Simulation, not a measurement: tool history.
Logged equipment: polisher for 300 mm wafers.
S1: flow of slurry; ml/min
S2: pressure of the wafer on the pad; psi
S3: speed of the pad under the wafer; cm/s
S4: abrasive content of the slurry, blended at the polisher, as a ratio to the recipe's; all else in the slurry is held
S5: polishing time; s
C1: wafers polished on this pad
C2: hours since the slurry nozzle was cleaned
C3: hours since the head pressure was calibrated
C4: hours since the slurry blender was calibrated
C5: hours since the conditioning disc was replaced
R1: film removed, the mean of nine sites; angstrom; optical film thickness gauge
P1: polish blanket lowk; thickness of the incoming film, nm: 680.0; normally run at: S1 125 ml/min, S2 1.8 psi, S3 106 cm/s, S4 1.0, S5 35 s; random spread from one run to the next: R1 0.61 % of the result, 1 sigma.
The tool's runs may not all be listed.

run 1 hour=6.2 | S1=125 S2=1.8 S3=106 S4=1.0 S5=35 | C1=472 C2=236.8 C3=666.4 C4=190.8 C5=107.2 | R1=125.560
run 2 hour=18.8 | S1=125 S2=1.8 S3=152 S4=1.0 S5=35 | C1=633 C2=249.4 C3=679.0 C4=203.4 C5=119.8 | R1=169.650
run 3 hour=28.8 | S1=125 S2=1.8 S3=106 S4=1.0 S5=35 | C1=761 C2=259.4 C3=689.0 C4=213.4 C5=129.8 | R1=126.960
run 4 hour=37.4 | S1=125 S2=1.8 S3=106 S4=1.0 S5=51 | C1=871 C2=268.0 C3=697.6 C4=222.0 C5=138.4 | R1=183.730
run 5 hour=46.5 | S1=125 S2=1.8 S3=106 S4=1.4 S5=35 | C1=987 C2=277.1 C3=706.7 C4=231.1 C5=147.5 | R1=143.720
run 6 hour=55.0 | S1=125 S2=1.8 S3=106 S4=1.0 S5=23 | C1=1095 C2=285.6 C3=715.2 C4=239.6 C5=156.0 | R1=83.130
run 7 hour=65.8 | S1=155 S2=1.8 S3=162 S4=1.0 S5=35 | C1=1233 C2=296.4 C3=726.0 C4=250.4 C5=166.8 | R1=185.380
run 8 hour=73.6 | S1=125 S2=1.8 S3=106 S4=1.0 S5=35 | C1=1333 C2=304.2 C3=733.8 C4=258.2 C5=174.6 | R1=126.000
run 9 hour=81.9 | S1=85 S2=1.8 S3=106 S4=1.0 S5=35 | C1=1439 C2=312.5 C3=742.1 C4=266.5 C5=182.9 | R1=115.430
run 10 hour=92.3 | S1=125 S2=1.8 S3=106 S4=0.6 S5=35 | C1=1572 C2=322.9 C3=752.5 C4=276.9 C5=193.3 | R1=96.799
run 11 hour=102.2 | S1=125 S2=2.7 S3=106 S4=1.0 S5=35 | C1=1699 C2=332.8 C3=762.4 C4=286.8 C5=203.2 | R1=189.180
-- hour=103.9 conditioning disc replaced and pad reconditioned
run 12 hour=115.3 | S1=125 S2=1.8 S3=106 S4=1.0 S5=35 | C1=1866 C2=345.9 C3=775.5 C4=299.9 C5=11.5 | R1=124.810
run 13 hour=126.0 | S1=125 S2=1.2 S3=106 S4=1.0 S5=35 | C1=2003 C2=356.6 C3=786.2 C4=310.6 C5=22.2 | R1=83.593

Run 14 comes next. What will it give?
run 14 hour=134.1 | S1=125 S2=1.8 S3=106 S4=1.0 S5=35 | C1=2106 C2=364.7 C3=794.3 C4=318.7 C5=30.3 | R1=?

R1: 124.880 angstrom
